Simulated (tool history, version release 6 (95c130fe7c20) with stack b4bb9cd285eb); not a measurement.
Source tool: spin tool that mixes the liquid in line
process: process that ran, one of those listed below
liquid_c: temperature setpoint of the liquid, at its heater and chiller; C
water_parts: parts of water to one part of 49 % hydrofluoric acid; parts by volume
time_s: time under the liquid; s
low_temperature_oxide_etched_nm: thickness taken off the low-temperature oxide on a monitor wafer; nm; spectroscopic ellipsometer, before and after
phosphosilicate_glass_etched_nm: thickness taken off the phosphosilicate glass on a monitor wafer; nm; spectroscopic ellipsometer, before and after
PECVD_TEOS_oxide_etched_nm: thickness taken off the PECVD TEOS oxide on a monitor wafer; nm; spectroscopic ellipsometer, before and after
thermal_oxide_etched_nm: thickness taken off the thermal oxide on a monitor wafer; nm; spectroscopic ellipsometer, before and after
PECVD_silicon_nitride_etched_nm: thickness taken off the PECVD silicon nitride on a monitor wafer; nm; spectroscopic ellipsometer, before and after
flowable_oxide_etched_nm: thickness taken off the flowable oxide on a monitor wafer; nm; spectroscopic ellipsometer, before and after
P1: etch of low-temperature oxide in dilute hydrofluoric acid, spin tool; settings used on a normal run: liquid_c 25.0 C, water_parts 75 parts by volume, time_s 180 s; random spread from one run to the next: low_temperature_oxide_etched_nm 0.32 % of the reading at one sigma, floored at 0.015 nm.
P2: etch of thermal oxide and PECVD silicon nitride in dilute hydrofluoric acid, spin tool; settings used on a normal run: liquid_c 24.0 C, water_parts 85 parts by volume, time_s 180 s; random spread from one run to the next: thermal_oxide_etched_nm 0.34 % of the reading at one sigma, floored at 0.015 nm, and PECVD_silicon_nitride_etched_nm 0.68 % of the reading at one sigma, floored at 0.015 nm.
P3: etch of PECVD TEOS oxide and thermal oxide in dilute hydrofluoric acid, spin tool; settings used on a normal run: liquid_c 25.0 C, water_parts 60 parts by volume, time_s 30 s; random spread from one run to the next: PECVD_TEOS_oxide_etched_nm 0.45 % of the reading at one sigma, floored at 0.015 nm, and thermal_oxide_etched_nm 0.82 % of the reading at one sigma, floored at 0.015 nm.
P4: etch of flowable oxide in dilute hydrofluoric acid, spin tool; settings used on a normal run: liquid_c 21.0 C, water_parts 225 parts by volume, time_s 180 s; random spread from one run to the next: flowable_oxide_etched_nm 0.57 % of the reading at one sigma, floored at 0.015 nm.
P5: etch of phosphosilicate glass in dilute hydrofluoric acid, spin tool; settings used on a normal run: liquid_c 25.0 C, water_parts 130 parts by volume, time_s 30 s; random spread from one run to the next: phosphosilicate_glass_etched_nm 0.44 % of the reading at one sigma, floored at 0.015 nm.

run,day,process,liquid_c,water_parts,time_s,hours since the thermometer was replaced,hours since the hydrofluoric acid flow meter was replaced,low_temperature_oxide_etched_nm,phosphosilicate_glass_etched_nm,PECVD_TEOS_oxide_etched_nm,thermal_oxide_etched_nm,PECVD_silicon_nitride_etched_nm,flowable_oxide_etched_nm
1,0.162,P1,25.0,75,180,276.4,286.4,27.682,,,,,
2,0.392,P1,25.0,20,180,281.9,291.9,111.430,,,,,
3,0.538,P1,17.0,75,180,285.4,295.4,19.853,,,,,
4,0.696,P5,25.0,130,30,289.2,299.2,,19.436,,,,
5,0.871,P1,30.0,125,180,293.4,303.4,18.647,,,,,
6,1.058,P3,25.0,60,30,297.9,307.9,,,15.668,2.5890,,
7,1.188,P3,25.0,60,30,301.0,311.0,,,15.638,2.5544,,
8,1.338,P1,32.0,75,180,304.6,314.6,36.340,,,,,
9,1.542,P1,25.0,135,180,309.5,319.5,14.176,,,,,
10,1.750,P5,25.0,55,30,314.5,324.5,,50.508,,,,
11,1.983,P1,25.0,75,320,320.1,330.1,48.687,,,,,
12,2.204,P1,25.0,75,180,325.4,335.4,27.542,,,,,
13,2.438,P2,24.0,85,180,331.0,341.0,,,,9.6587,4.3479,
14,2.633,P2,17.0,85,180,335.7,345.7,,,,7.2711,2.6730,
15,2.796,P1,25.0,75,180,339.6,349.6,27.599,,,,,
16,2.975,P3,25.0,60,60,343.9,353.9,,,31.005,5.1389,,
17,3.171,P4,17.0,225,180,348.6,358.6,,,,,,18.560
18,3.317,P3,25.0,95,30,352.1,362.1,,,9.398,1.5720,,
19,3.433,P2,24.0,140,180,354.9,364.9,,,,5.5265,2.6468,
20,3.550,P5,20.5,130,30,357.7,367.7,,16.336,,,,
21,3.712,P2,24.0,85,310,361.6,371.6,,,,16.8820,7.5905,
22,3.867,P4,21.0,225,275,365.3,375.3,,,,,,33.196
23,4.004,P3,19.0,60,30,368.6,378.6,,,12.117,2.0021,,
24,4.183,P1,25.0,75,180,372.9,382.9,27.623,,,,,
25,4.371,P4,21.0,40,180,377.4,387.4,,,,,,148.810
26,4.567,P1,25.0,75,95,382.1,392.1,14.553,,,,,
27,4.775,P4,21.0,225,180,387.1,397.1,,,,,,21.803
28,4.921,P5,25.0,130,55,390.6,400.6,,35.285,,,,
29,5.138,P1,25.0,75,180,395.8,405.8,27.574,,,,,
30,5.242,P1,25.0,75,180,398.3,408.3,27.047,,,,,
31,5.346,P1,25.0,75,180,400.8,410.8,26.647,,,,,
32,5.458,P1,25.0,75,180,403.5,413.5,26.446,,,,,
33,5.638,P1,25.0,75,180,407.8,417.8,26.052,,,,,
34,5.812,P1,25.0,75,180,412.0,422.0,25.982,,,,,
35,5.996,P1,25.0,75,180,416.4,426.4,26.055,,,,,
36,6.125,P1,25.0,75,180,419.5,429.5,25.904,,,,,

The output of P1 has drifted from where it used to be. Each of the 2 causes below, taken at the size shown beside it, accounts for the log equally well:
A: liquid colder than its thermometer reads (K) = 1.57
B: hydrofluoric acid flow below the setpoint (%) = 5.57
At approximately day 5.138, the process output began to creep.

4 check runs are offered, each on 2 wafers whose results are averaged, their results left as question marks. Which one tells the causes apart?
check 1,6.254,P5,25.0,65,30,,,,?,,,,
check 2,6.254,P3,25.0,95,30,,,,,?,?,,
check 3,6.254,P4,21.0,70,180,,,,,,,,?
check 4,6.254,P2,17.0,85,180,,,,,,?,?,

Outcome of each check run for each possible cause:
check,result,if A,if B
check 1,phosphosilicate_glass_etched_nm,39.461,39.517
check 2,PECVD_TEOS_oxide_etched_nm,8.8529,8.8349
check 2,thermal_oxide_etched_nm,1.4563,1.4534
check 3,flowable_oxide_etched_nm,77.565,77.829
check 4,thermal_oxide_etched_nm,6.8040,6.8360
check 4,PECVD_silicon_nitride_etched_nm,2.4225,2.5602
Minimum pairwise separation of causes per check, each pair taken at its best-separating result: check 1 0.14 %; check 2 0.2 %; check 3 0.34 %; check 4 5.53 %
Check 4 tells the causes apart: in the others they would give nearly the same result.

Then check 4 was run and gave: thermal_oxide_etched_nm 6.8018 nm; PECVD_silicon_nitride_etched_nm 2.4048 nm. Which cause is it?

It was cause A: liquid colder than its thermometer reads (K).
